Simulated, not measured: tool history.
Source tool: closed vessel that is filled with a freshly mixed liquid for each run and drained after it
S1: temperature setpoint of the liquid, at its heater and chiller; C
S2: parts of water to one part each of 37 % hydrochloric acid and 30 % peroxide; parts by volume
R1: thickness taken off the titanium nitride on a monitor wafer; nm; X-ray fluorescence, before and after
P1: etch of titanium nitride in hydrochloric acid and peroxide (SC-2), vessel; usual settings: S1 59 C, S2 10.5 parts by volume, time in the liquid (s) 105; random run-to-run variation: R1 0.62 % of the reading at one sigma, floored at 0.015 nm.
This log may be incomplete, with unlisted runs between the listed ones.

run 1 hour=9.9 | S1=59 S2=10.5 time_in_the_liquid_(s)=105 | R1=4.4584
run 2 hour=20.4 | S1=72 S2=10.5 time_in_the_liquid_(s)=105 | R1=9.7848
run 3 hour=32 | S1=66 S2=17.5 time_in_the_liquid_(s)=105 | R1=4.3911
run 4 hour=46.1 | S1=59 S2=4 time_in_the_liquid_(s)=105 | R1=9.2784
run 5 hour=55.3 | S1=59 S2=10.5 time_in_the_liquid_(s)=30 | R1=1.2506
run 6 hour=62.2 | S1=59 S2=10.5 time_in_the_liquid_(s)=105 | R1=4.4462
run 7 hour=72.1 | S1=43.5 S2=10.5 time_in_the_liquid_(s)=105 | R1=1.5943
run 8 hour=78.7 | S1=59 S2=10.5 time_in_the_liquid_(s)=105 | R1=4.492
run 9 hour=88.4 | S1=59 S2=10.5 time_in_the_liquid_(s)=105 | R1=4.4726
-- hour=96.3 new drum of peroxide connected
run 10 hour=98.9 | S1=69.5 S2=10.5 time_in_the_liquid_(s)=160 | R1=12.8
run 11 hour=111.8 | S1=59 S2=17.5 time_in_the_liquid_(s)=105 | R1=2.879
run 12 hour=126.6 | S1=59 S2=10.5 time_in_the_liquid_(s)=215 | R1=8.9853

Estimate the outcome of run 13 from the log above:
run 13 hour=135.1 | S1=59 S2=4 time_in_the_liquid_(s)=30 | R1=?

Run 13 came out at R1 2.6481 nm.
